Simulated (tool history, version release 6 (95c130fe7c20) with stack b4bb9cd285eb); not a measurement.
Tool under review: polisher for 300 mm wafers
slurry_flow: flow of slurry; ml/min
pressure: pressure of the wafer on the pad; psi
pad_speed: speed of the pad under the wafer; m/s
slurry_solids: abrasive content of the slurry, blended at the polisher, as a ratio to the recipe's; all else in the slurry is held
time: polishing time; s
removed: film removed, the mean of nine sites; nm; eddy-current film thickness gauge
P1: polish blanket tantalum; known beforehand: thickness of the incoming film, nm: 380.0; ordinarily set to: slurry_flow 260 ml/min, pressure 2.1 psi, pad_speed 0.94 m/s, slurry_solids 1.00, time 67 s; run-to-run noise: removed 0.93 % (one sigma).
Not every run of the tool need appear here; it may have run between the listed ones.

run   hour  slurry_flow  pressure  pad_speed  slurry_solids  time  wafers polished on this pad  hours since the slurry nozzle was cleaned  hours since the head pressure was calibrated  hours since the slurry blender was calibrated  removed
  1   11.5          260       2.1       0.94           1.00    67                          564                                      344.5                                         116.5                                           30.7  107.140
  2   21.8          260       2.1       0.42           1.00    67                          688                                      354.8                                         126.8                                           41.0   48.495
  3   32.6          260       1.5       0.94           1.00    67                          818                                      365.6                                         137.6                                           51.8   75.153
  4   42.7          260       2.1       1.38           1.45    67                          940                                      375.7                                         147.7                                           61.9  169.720
  5   52.0          260       2.1       0.94           1.00    67                         1052                                      385.0                                         157.0                                           71.2  105.640
  6   59.9          260       2.8       0.94           1.00    67                         1147                                      392.9                                         164.9                                           79.1  139.510
  7   71.0          260       2.1       0.94           1.50    67                         1281                                      404.0                                         176.0                                           90.2  117.600
  8   77.3          260       2.1       0.94           1.00   103                         1357                                      410.3                                         182.3                                           96.5  163.180
  9   85.8          260       2.1       1.28           1.00    67                         1459                                      418.8                                         190.8                                          105.0  143.100
 10   96.9          260       2.1       0.94           0.55    67                         1593                                      429.9                                         201.9                                          116.1   85.452
 11  107.9          260       2.1       0.94           1.00    67                         1726                                      440.9                                         212.9                                          127.1  106.970
 12  117.3          260       2.1       0.94           1.00    30                         1839                                      450.3                                         222.3                                          136.5   48.175
 13  129.2          185       2.1       0.94           1.00    67                         1983                                      462.2                                         234.2                                          148.4   99.524
 14  139.8          260       2.1       0.94           1.00    67                         2110                                      472.8                                         244.8                                          159.0  107.340

Run 15, settings as shown, results not yet in. Your forecast:
     141.7  -- slurry blender recalibrated
 15  151.4          260       2.1       0.94           1.00    67                         2250                                      484.4                                         256.4                                            9.7        ?

{"run 15": {"removed": 105.7}}

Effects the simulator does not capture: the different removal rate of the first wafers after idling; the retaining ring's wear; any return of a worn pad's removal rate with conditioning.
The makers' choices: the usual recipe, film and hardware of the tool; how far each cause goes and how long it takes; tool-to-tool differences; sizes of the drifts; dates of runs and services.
